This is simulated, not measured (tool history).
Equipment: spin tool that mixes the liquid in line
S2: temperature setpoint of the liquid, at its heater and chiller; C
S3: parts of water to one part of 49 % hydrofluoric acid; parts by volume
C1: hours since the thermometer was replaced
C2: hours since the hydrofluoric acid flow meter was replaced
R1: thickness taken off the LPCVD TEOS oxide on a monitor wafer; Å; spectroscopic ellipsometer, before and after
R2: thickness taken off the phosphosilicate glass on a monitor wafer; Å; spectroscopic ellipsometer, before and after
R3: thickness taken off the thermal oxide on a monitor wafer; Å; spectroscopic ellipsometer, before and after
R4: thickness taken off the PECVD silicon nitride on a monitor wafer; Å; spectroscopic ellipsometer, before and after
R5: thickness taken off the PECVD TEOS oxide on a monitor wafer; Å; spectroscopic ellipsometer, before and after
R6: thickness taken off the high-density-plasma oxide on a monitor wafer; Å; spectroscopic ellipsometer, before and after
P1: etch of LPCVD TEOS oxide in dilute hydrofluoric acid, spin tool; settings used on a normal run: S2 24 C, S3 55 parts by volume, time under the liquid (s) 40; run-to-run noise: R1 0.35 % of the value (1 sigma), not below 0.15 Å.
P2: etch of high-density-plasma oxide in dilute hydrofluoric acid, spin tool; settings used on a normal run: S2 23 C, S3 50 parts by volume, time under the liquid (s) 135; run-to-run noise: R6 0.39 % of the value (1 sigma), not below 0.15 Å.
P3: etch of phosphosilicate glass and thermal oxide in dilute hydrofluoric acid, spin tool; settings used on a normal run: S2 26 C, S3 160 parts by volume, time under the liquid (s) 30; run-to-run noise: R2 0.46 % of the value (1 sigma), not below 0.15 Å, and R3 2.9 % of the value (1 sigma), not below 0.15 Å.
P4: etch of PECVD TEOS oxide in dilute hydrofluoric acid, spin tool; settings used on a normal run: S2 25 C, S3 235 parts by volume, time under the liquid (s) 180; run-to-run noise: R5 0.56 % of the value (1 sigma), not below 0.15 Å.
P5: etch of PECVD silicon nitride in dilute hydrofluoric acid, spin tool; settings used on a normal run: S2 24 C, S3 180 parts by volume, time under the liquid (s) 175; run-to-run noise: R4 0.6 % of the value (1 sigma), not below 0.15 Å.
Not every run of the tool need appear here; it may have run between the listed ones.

Run 1, hour 13.3: process that ran P1, S2 24 C, S3 55 parts by volume, time under the liquid (s) 40; C1 333.6; C2 209.5. Result: R1 350.79 Å.
Run 2, hour 26.6: process that ran P1, S2 24 C, S3 55 parts by volume, time under the liquid (s) 15; C1 346.9; C2 222.8. Result: R1 133.05 Å.
Run 3, hour 36.8: process that ran P1, S2 27.5 C, S3 55 parts by volume, time under the liquid (s) 40; C1 357.1; C2 233. Result: R1 407.8 Å.
Run 4, hour 54.5: process that ran P3, S2 26 C, S3 160 parts by volume, time under the liquid (s) 30; C1 374.8; C2 250.7. Result: R2 135.93 Å, R3 8.4841 Å.
Run 5, hour 70.3: process that ran P3, S2 26 C, S3 220 parts by volume, time under the liquid (s) 30; C1 390.6; C2 266.5. Result: R2 92.504 Å, R3 6.1776 Å.
Run 6, hour 79.9: process that ran P1, S2 24 C, S3 90 parts by volume, time under the liquid (s) 40; C1 400.2; C2 276.1. Result: R1 205.72 Å.
Run 7, hour 92.5: process that ran P1, S2 24 C, S3 55 parts by volume, time under the liquid (s) 40; C1 412.8; C2 288.7. Result: R1 351.46 Å.
Run 8, hour 105.8: process that ran P5, S2 24 C, S3 95 parts by volume, time under the liquid (s) 175; C1 426.1; C2 302. Result: R4 77.35 Å.
Run 9, hour 118.9: process that ran P1, S2 24 C, S3 55 parts by volume, time under the liquid (s) 40; C1 439.2; C2 315.1. Result: R1 352.78 Å.
Run 10, hour 134.5: process that ran P4, S2 25 C, S3 235 parts by volume, time under the liquid (s) 180; C1 454.8; C2 330.7. Result: R5 110.96 Å.
Run 11, hour 145.6: process that ran P2, S2 23 C, S3 50 parts by volume, time under the liquid (s) 135; C1 465.9; C2 341.8. Result: R6 142.38 Å.
Run 12, hour 163.5: process that ran P3, S2 26 C, S3 160 parts by volume, time under the liquid (s) 30; C1 483.8; C2 359.7. Result: R2 137.53 Å, R3 8.7762 Å.
Run 13, hour 181.2: process that ran P1, S2 24 C, S3 55 parts by volume, time under the liquid (s) 40; C1 501.5; C2 377.4. Result: R1 351.87 Å.
Run 14, hour 196.7: process that ran P1, S2 17.5 C, S3 55 parts by volume, time under the liquid (s) 40; C1 517; C2 392.9. Result: R1 270.58 Å.
Run 15, hour 206.5: process that ran P4, S2 17 C, S3 235 parts by volume, time under the liquid (s) 180; C1 526.8; C2 402.7. Result: R5 82.183 Å.
Run 16, hour 224.1: process that ran P1, S2 24 C, S3 55 parts by volume, time under the liquid (s) 75; C1 544.4; C2 420.3. Result: R1 661.35 Å.
Run 17, hour 240.4: process that ran P1, S2 24 C, S3 55 parts by volume, time under the liquid (s) 40; C1 560.7; C2 436.6. Result: R1 354.87 Å.
Run 18, hour 258: process that ran P4, S2 25 C, S3 110 parts by volume, time under the liquid (s) 180; C1 578.3; C2 454.2. Result: R5 275.14 Å.
Run 19, hour 276.8: process that ran P4, S2 25 C, S3 235 parts by volume, time under the liquid (s) 180; C1 597.1; C2 473. Result: R5 111.34 Å.
Run 20, hour 287.1: process that ran P1, S2 29 C, S3 20 parts by volume, time under the liquid (s) 40; C1 607.4; C2 483.3. Result: R1 1249.1 Å.
Run 21, hour 296.3: process that ran P5, S2 24 C, S3 180 parts by volume, time under the liquid (s) 175; C1 616.6; C2 492.5. Result: R4 41.645 Å.
Run 22, hour 313.5: process that ran P5, S2 24 C, S3 180 parts by volume, time under the liquid (s) 325; C1 633.8; C2 509.7. Result: R4 77.555 Å.
Run 23, hour 331.9: process that ran P1, S2 24 C, S3 55 parts by volume, time under the liquid (s) 40; C1 652.2; C2 528.1. Result: R1 352.67 Å.
Run 24, hour 346.9: process that ran P2, S2 23 C, S3 30 parts by volume, time under the liquid (s) 135; C1 667.2; C2 543.1. Result: R6 241.51 Å.
Run 25, hour 358.9: process that ran P3, S2 19 C, S3 160 parts by volume, time under the liquid (s) 30; C1 679.2; C2 555.1. Result: R2 103.95 Å, R3 6.8335 Å.
Run 26, hour 370.8: process that ran P5, S2 24 C, S3 180 parts by volume, time under the liquid (s) 175; C1 691.1; C2 567. Result: R4 41.438 Å.
Run 27, hour 380.9: process that ran P2, S2 23 C, S3 50 parts by volume, time under the liquid (s) 270; C1 701.2; C2 577.1. Result: R6 282.65 Å.
Run 28, hour 395.4: process that ran P4, S2 25 C, S3 235 parts by volume, time under the liquid (s) 75; C1 715.7; C2 591.6. Result: R5 46.103 Å.
Run 29, hour 407.4: process that ran P1, S2 24 C, S3 20 parts by volume, time under the liquid (s) 40; C1 727.7; C2 603.6. Result: R1 1017.8 Å.
Run 30, hour 416: process that ran P1, S2 18 C, S3 55 parts by volume, time under the liquid (s) 75; C1 736.3; C2 612.2. Result: R1 512.93 Å.
Run 31, hour 429.9: process that ran P2, S2 17 C, S3 50 parts by volume, time under the liquid (s) 135; C1 750.2; C2 626.1. Result: R6 109.89 Å.
Run 32, hour 444.4: process that ran P3, S2 26 C, S3 160 parts by volume, time under the liquid (s) 15; C1 764.7; C2 640.6. Result: R2 67.88 Å, R3 4.2335 Å.
Run 33, hour 452.7: process that ran P5, S2 30 C, S3 180 parts by volume, time under the liquid (s) 175; C1 773; C2 648.9. Result: R4 60.337 Å.
Run 34, hour 468.6: process that ran P1, S2 17 C, S3 90 parts by volume, time under the liquid (s) 40; C1 788.9; C2 664.8. Result: R1 155.95 Å.
Run 35, hour 486.4: process that ran P1, S2 24 C, S3 55 parts by volume, time under the liquid (s) 40; C1 806.7; C2 682.6. Result: R1 353.75 Å.
Run 36, hour 498: process that ran P1, S2 24 C, S3 55 parts by volume, time under the liquid (s) 40; C1 818.3; C2 694.2. Result: R1 341.29 Å.
Run 37, hour 514.3: process that ran P1, S2 24 C, S3 55 parts by volume, time under the liquid (s) 40; C1 834.6; C2 710.5. Result: R1 334.54 Å.
Run 38, hour 527.6: process that ran P1, S2 24 C, S3 55 parts by volume, time under the liquid (s) 40; C1 847.9; C2 723.8. Result: R1 329 Å.
Run 39, hour 542.3: process that ran P1, S2 24 C, S3 55 parts by volume, time under the liquid (s) 40; C1 862.6; C2 738.5. Result: R1 326.95 Å.
Run 40, hour 560.9: process that ran P1, S2 24 C, S3 55 parts by volume, time under the liquid (s) 40; C1 881.2; C2 757.1. Result: R1 321.26 Å.
Run 41, hour 571.8: process that ran P1, S2 24 C, S3 55 parts by volume, time under the liquid (s) 40; C1 892.1; C2 768. Result: R1 320.54 Å.
Run 42, hour 586.6: process that ran P1, S2 24 C, S3 55 parts by volume, time under the liquid (s) 40; C1 906.9; C2 782.8. Result: R1 321.73 Å.
Run 43, hour 600.5: process that ran P1, S2 24 C, S3 55 parts by volume, time under the liquid (s) 40; C1 920.8; C2 796.7. Result: R1 318.98 Å.
Run 44, hour 613.2: process that ran P1, S2 24 C, S3 55 parts by volume, time under the liquid (s) 40; C1 933.5; C2 809.4. Result: R1 318 Å.

What P1 gives has crept away from where it was. These 2 causes fit the log equally well, each at the size given:
A: liquid colder than its thermometer reads (K) = 2.44
B: hydrofluoric acid flow below the setpoint (%) = 8.93
The creep began at about hour 486.4.

The check runs listed below each take one wafer, and their results are still question marks. Under which run would the listed causes lead to clearly different results?
Run check 1, hour 625.9: process that ran P2, S2 17 C, S3 50 parts by volume, time under the liquid (s) 200. Result: R6 ?.
Run check 2, hour 625.9: process that ran P3, S2 20 C, S3 160 parts by volume, time under the liquid (s) 15. Result: R2 ?, R3 ?.
Run check 3, hour 625.9: process that ran P4, S2 17 C, S3 235 parts by volume, time under the liquid (s) 95. Result: R5 ?.
Run check 4, hour 625.9: process that ran P5, S2 30 C, S3 100 parts by volume, time under the liquid (s) 175. Result: R4 ?.

Predicted outcomes, by check and by cause:
  check  result    if A    if B
check 1      R6  146.01  147.22
check 2      R2  49.046   48.47
check 2      R3  3.0876  3.0513
check 3      R5  39.411  38.753
check 4      R4  93.437  99.257
Distance between the nearest two causes, measured in the result of the check that separates them most: check 1 0.82 %; check 2 1.18 %; check 3 1.68 %; check 4 6.04 %
The other checks would show nearly matching results whichever cause is true, so check 4 is the only one that separates the causes.

Running check 4 produced the following: R4 98.794 Å. Which one of the listed causes fits?

B is the cause: hydrofluoric acid flow below the setpoint (%).

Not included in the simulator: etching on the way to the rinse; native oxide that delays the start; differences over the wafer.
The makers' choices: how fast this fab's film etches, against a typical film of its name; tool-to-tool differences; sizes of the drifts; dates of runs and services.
